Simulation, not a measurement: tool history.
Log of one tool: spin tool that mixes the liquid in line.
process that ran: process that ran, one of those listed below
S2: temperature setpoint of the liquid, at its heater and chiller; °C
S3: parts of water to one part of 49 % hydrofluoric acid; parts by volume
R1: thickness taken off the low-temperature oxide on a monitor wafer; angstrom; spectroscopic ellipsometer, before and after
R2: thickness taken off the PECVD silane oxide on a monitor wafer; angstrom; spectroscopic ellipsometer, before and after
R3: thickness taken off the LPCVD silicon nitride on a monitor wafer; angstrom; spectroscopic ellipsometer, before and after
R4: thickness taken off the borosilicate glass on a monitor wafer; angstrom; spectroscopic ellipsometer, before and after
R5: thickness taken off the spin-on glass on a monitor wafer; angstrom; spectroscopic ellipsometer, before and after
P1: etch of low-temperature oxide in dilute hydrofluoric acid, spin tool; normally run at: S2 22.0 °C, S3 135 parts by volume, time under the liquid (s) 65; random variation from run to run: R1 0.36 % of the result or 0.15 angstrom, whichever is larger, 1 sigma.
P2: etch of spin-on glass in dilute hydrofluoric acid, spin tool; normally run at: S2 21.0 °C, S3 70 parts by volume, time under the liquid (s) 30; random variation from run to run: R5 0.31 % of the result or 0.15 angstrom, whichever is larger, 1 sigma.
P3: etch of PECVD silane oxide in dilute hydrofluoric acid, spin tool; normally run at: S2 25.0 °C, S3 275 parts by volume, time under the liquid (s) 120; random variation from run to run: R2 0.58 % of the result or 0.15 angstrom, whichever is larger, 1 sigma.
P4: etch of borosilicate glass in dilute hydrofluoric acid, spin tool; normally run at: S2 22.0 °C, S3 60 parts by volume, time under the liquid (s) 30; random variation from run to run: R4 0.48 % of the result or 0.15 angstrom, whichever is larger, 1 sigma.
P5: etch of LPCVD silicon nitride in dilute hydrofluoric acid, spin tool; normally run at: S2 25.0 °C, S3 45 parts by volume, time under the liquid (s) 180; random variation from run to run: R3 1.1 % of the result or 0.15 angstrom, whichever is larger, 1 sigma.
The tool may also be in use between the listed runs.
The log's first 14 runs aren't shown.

Run 15, hour 127.1: process that ran P4, S2 22.0 °C, S3 60 parts by volume, time under the liquid (s) 30. Result: R4 120.360 angstrom.
Run 16, hour 132.6: process that ran P1, S2 28.5 °C, S3 135 parts by volume, time under the liquid (s) 65. Result: R1 91.548 angstrom.
Run 17, hour 140.6: process that ran P4, S2 22.0 °C, S3 110 parts by volume, time under the liquid (s) 30. Result: R4 61.225 angstrom.
Run 18, hour 146.0: process that ran P2, S2 21.0 °C, S3 110 parts by volume, time under the liquid (s) 30. Result: R5 72.61 angstrom.
Run 19, hour 156.5: process that ran P2, S2 21.0 °C, S3 70 parts by volume, time under the liquid (s) 30. Result: R5 120.18 angstrom.
Run 20, hour 165.9: process that ran P4, S2 30.0 °C, S3 60 parts by volume, time under the liquid (s) 30. Result: R4 164.400 angstrom.
Run 21, hour 174.5: process that ran P1, S2 22.0 °C, S3 135 parts by volume, time under the liquid (s) 65. Result: R1 71.793 angstrom.
Run 22, hour 179.8: process that ran P1, S2 22.0 °C, S3 135 parts by volume, time under the liquid (s) 65. Result: R1 71.628 angstrom.
Run 23, hour 184.5: process that ran P3, S2 25.0 °C, S3 275 parts by volume, time under the liquid (s) 120. Result: R2 55.780 angstrom.
Run 24, hour 195.1: process that ran P1, S2 22.0 °C, S3 135 parts by volume, time under the liquid (s) 25. Result: R1 27.414 angstrom.
Run 25, hour 200.3: process that ran P1, S2 22.0 °C, S3 135 parts by volume, time under the liquid (s) 65. Result: R1 71.354 angstrom.
Run 26, hour 208.7: process that ran P2, S2 21.0 °C, S3 70 parts by volume, time under the liquid (s) 60. Result: R5 238.46 angstrom.
Run 27, hour 218.8: process that ran P3, S2 25.0 °C, S3 275 parts by volume, time under the liquid (s) 170. Result: R2 79.079 angstrom.
Run 28, hour 228.8: process that ran P2, S2 17.0 °C, S3 70 parts by volume, time under the liquid (s) 30. Result: R5 100.98 angstrom.
Run 29, hour 236.9: process that ran P4, S2 22.0 °C, S3 60 parts by volume, time under the liquid (s) 30. Result: R4 120.460 angstrom.
Run 30, hour 245.9: process that ran P5, S2 25.0 °C, S3 20 parts by volume, time under the liquid (s) 180. Result: R3 40.435 angstrom.
Run 31, hour 251.4: process that ran P1, S2 22.0 °C, S3 135 parts by volume, time under the liquid (s) 65. Result: R1 72.119 angstrom.
Run 32, hour 260.3: process that ran P1, S2 22.0 °C, S3 135 parts by volume, time under the liquid (s) 65. Result: R1 72.834 angstrom.

Run 33 comes next. What will it give?
Run 33, hour 270.9: process that ran P1, S2 22.0 °C, S3 135 parts by volume, time under the liquid (s) 65. Result: R1 ?.

Run 33 gave R1 74.245 angstrom.

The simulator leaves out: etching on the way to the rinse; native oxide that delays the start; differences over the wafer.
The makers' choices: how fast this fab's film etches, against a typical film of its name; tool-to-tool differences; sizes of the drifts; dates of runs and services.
